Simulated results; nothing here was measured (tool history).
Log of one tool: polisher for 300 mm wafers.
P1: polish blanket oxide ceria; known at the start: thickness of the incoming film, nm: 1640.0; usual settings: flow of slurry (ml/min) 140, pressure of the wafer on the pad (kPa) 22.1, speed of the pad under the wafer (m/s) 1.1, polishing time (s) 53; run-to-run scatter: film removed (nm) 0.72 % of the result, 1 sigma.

run	hour	flow of slurry (ml/min)	pressure of the wafer on the pad (kPa)	speed of the pad under the wafer (m/s)	polishing time (s)	wafers polished on this pad	hours since the slurry nozzle was cleaned	hours since the head pressure was calibrated	film removed (nm)
1	10.6	140	22.1	1.1	53	248	251	697.3	237.46
2	21.2	140	22.1	1.1	24	361	261.6	707.9	106.62
3	31	140	33.8	1.1	53	466	271.4	717.7	358.37
4	40.3	140	22.1	0.5	53	565	280.7	727	107.16
5	47.1	140	9.7	1.1	53	638	287.5	733.8	101.95
6	55.2	140	22.1	1.1	53	724	295.6	741.9	234.31
7	61.5	85	22.1	1.1	74	791	301.9	748.2	289.88
8	69.8	85	22.1	1.1	53	880	310.2	756.5	210.91
9	79	140	22.1	1.1	76	978	319.4	765.7	339.05
10	88.3	140	22.1	1.72	53	1077	328.7	775	364.31
11	98.5	140	22.1	1.1	53	1186	338.9	785.2	235.9
12	106.2	85	12.4	1.1	53	1268	346.6	792.9	118.84
13	114.4	140	22.1	1.1	53	1356	354.8	801.1	236.8
14	122.1	85	15.2	1.1	53	1438	362.5	808.8	144.02
15	133.2	225	22.1	1.1	53	1556	373.6	819.9	251.43
16	144.8	140	22.1	1.1	53	1680	385.2	831.5	235.18
17	156.3	140	22.1	1.1	53	1803	396.7	843	226.18
18	165.9	140	22.1	1.1	53	1905	406.3	852.6	224.15
# hour 176.1: worn pad replaced by a new one
19	177.4	140	22.1	1.1	53	14	417.8	864.1	221.04
20	187.9	140	22.1	1.1	53	126	428.3	874.6	220.16
21	196.4	140	22.1	1.1	53	217	436.8	883.1	222.23
22	207	140	22.1	1.1	53	330	447.4	893.7	216.97

What P1 gives has crept away from where it was. These 2 causes fit the log equally well, each at the size given:
A: slurry flow missing at the pad, % = 28.6
B: head's pressure below its setpoint, % = 7.07
The creep began at about hour 144.8.
Why every other cause is out:
removal rate lost through wear of the pad, %: serviced at hour 176.1, which brought nothing back

4 check runs are offered, each on 5 wafers whose results are averaged, their results left as question marks. Which one tells the causes apart?
check 1	217.6	140	33.1	1.1	53				?
check 2	217.6	220	22.1	1.1	68				?
check 3	217.6	140	26.9	1.1	53				?
check 4	217.6	140	14.5	0.52	53				?

What each check would give under each cause:
check	result	if A	if B
check 1	film removed (nm)	328.45	328.45
check 2	film removed (nm)	308.52	300.92
check 3	film removed (nm)	266.87	266.86
check 4	film removed (nm)	67.93	67.929
How far apart the two closest causes lie, in the result that separates them most: check 1 0 %; check 2 2.49 %; check 3 0 %; check 4 0 %
Only check 2 tells the causes apart: in the others they would give nearly the same result.

Then check 2 was run and gave: film removed (nm) 309.37. Which cause is it?

It is A: slurry flow missing at the pad, %.

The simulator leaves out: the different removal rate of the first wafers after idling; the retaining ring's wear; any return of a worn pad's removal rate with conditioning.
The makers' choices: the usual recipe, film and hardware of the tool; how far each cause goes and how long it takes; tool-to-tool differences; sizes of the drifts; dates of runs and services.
